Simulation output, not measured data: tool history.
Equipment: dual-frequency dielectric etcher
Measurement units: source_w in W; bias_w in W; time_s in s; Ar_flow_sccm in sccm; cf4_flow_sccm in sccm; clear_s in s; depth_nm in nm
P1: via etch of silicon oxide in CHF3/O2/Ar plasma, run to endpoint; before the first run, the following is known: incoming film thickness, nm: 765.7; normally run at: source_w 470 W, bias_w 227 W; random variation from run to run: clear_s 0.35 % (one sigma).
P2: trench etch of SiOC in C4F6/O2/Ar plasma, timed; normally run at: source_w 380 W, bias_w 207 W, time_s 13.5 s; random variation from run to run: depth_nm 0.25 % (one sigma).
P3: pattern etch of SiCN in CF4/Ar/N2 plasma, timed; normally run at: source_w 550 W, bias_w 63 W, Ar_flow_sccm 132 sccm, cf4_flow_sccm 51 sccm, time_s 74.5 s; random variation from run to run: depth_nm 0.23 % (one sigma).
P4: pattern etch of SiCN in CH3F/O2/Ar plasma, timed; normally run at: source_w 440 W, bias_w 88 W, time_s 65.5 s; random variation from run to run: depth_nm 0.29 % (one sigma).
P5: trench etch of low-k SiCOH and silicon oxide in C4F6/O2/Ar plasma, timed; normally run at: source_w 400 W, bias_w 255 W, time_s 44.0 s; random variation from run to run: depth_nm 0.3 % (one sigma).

run,day,process,source_w,bias_w,time_s,Ar_flow_sccm,cf4_flow_sccm,hours since the last wet clean,hours since the last source power generator calibration,hours since the last bias power generator calibration,clear_s,depth_nm
1,0.479,P1,470,227,,,,164.1,1757.8,3481.7,389.59,
2,0.879,P5,400,255,28.0,,,173.7,1767.4,3491.3,,102.800
3,1.167,P3,550,63,74.5,132,51,180.6,1774.3,3498.2,,66.081
4,1.562,P2,380,207,13.5,,,190.1,1783.8,3507.7,,28.543
5,2.100,P5,400,255,44.0,,,203.0,1796.7,3520.6,,161.220
6,2.621,P3,550,63,74.5,89,51,215.5,1809.2,3533.1,,70.838
7,3.058,P4,440,52,65.5,,,226.0,1819.7,3543.6,,22.908
8,3.588,P5,400,203,44.0,,,238.7,1832.4,3556.3,,150.390
9,4.088,P3,550,63,74.5,132,66,250.7,1844.4,3568.3,,69.131
10,4.379,P1,310,227,,,,257.7,1851.4,3575.3,454.39,
11,4.646,P3,550,63,56.5,132,51,264.1,1857.8,3581.7,,50.367
12,5.054,P5,260,255,44.0,,,273.9,1867.6,3591.5,,137.360
13,5.633,P1,370,148,,,,287.8,1881.5,3605.4,493.67,
14,5.946,P3,370,63,74.5,132,51,295.3,1889.0,3612.9,,47.059
15,6.517,P4,260,88,65.5,,,309.0,1902.7,3626.6,,22.696
16,6.962,P4,440,88,49.5,,,319.7,1913.4,3637.3,,20.753
17,7.500,P1,470,308,,,,332.6,1926.3,3650.2,347.75,
18,7.925,P2,380,207,7.5,,,342.8,1936.5,3660.4,,15.986
19,8.317,P2,380,207,13.5,,,352.2,1945.9,3669.8,,28.670
20,8.738,P3,550,37,74.5,132,51,362.3,1956.0,3679.9,,55.000
21,9.212,P1,610,227,,,,373.7,1967.4,3691.3,353.67,
22,9.754,P1,470,227,,,,386.7,1980.4,3704.3,388.75,
23,10.150,P2,220,207,13.5,,,396.2,1989.9,3713.8,,23.264
24,10.717,P1,470,227,,,,409.8,2003.5,3727.4,389.24,
25,11.150,P3,550,63,74.5,132,51,420.2,2013.9,3737.8,,66.233
26,11.738,P1,470,154,,,,434.3,2028.0,3751.9,446.63,
27,12.133,P4,440,88,65.5,,,443.8,2037.5,3761.4,,27.675
28,12.529,P2,380,291,13.5,,,453.3,2047.0,3770.9,,32.251
29,13.017,P5,400,255,44.0,,,465.0,2058.7,3782.6,,162.210
30,13.383,P1,470,227,,,,473.8,2067.5,3791.4,388.31,
31,13.700,P1,470,227,,,,481.4,2075.1,3799.0,387.54,
32,14.058,P1,470,227,,,,490.0,2083.7,3807.6,388.48,
33,14.429,P1,470,227,,,,498.9,2092.6,3816.5,383.08,
34,14.717,P1,470,227,,,,505.8,2099.5,3823.4,385.10,
35,15.025,P1,470,227,,,,513.2,2106.9,3830.8,384.82,
36,15.458,P1,470,227,,,,523.6,2117.3,3841.2,386.40,
37,15.808,P1,470,227,,,,532.0,2125.7,3849.6,382.57,
38,16.258,P1,470,227,,,,542.8,2136.5,3860.4,381.38,
# day 16.529: wet clean of the chamber
39,16.746,P1,470,227,,,,5.3,2148.2,3872.1,383.79,
40,17.183,P1,470,227,,,,15.8,2158.7,3882.6,380.99,
41,17.608,P1,470,227,,,,26.0,2168.9,3892.8,382.45,

The output of P1 has drifted from where it used to be. Each of the 2 causes below, taken at the size shown beside it, accounts for the log equally well:
A: bias power that arrives over what is set, % = 4.96
B: source power that arrives over what is set, % = 4.72
Onset of the creep was near day 13.700.
The rest of the possible causes, and what rules out each one:
chamber walls in a state that raises the etch rate, %: its service at day 16.529 followed the start of the drift and did not put the process back to its old value

Question marks stand in for the results of the 4 check runs listed below, each run on one wafer. Under which run would the listed causes show clearly different results?
check 1,18.033,P3,550,63,62.0,89,51,,,,,?
check 2,18.033,P2,240,207,13.5,,,,,,,?
check 3,18.033,P5,400,217,44.0,,,,,,,?
check 4,18.033,P4,440,67,65.5,,,,,,,?

How each check would come out, cause by cause:
check,result,if A,if B
check 1,depth_nm,59.974,61.423
check 2,depth_nm,24.422,24.452
check 3,depth_nm,156.170,156.450
check 4,depth_nm,25.355,25.372
How far apart the two closest causes lie, in the result that separates them most: check 1 2.39 %; check 2 0.12 %; check 3 0.18 %; check 4 0.07 %
The other checks would show nearly matching results whichever cause is true, so check 1 is the only one that separates the causes.

Check 1 was carried out, with these results: depth_nm 59.979 nm. Which of the listed causes is responsible?

A is the cause: bias power that arrives over what is set, %.
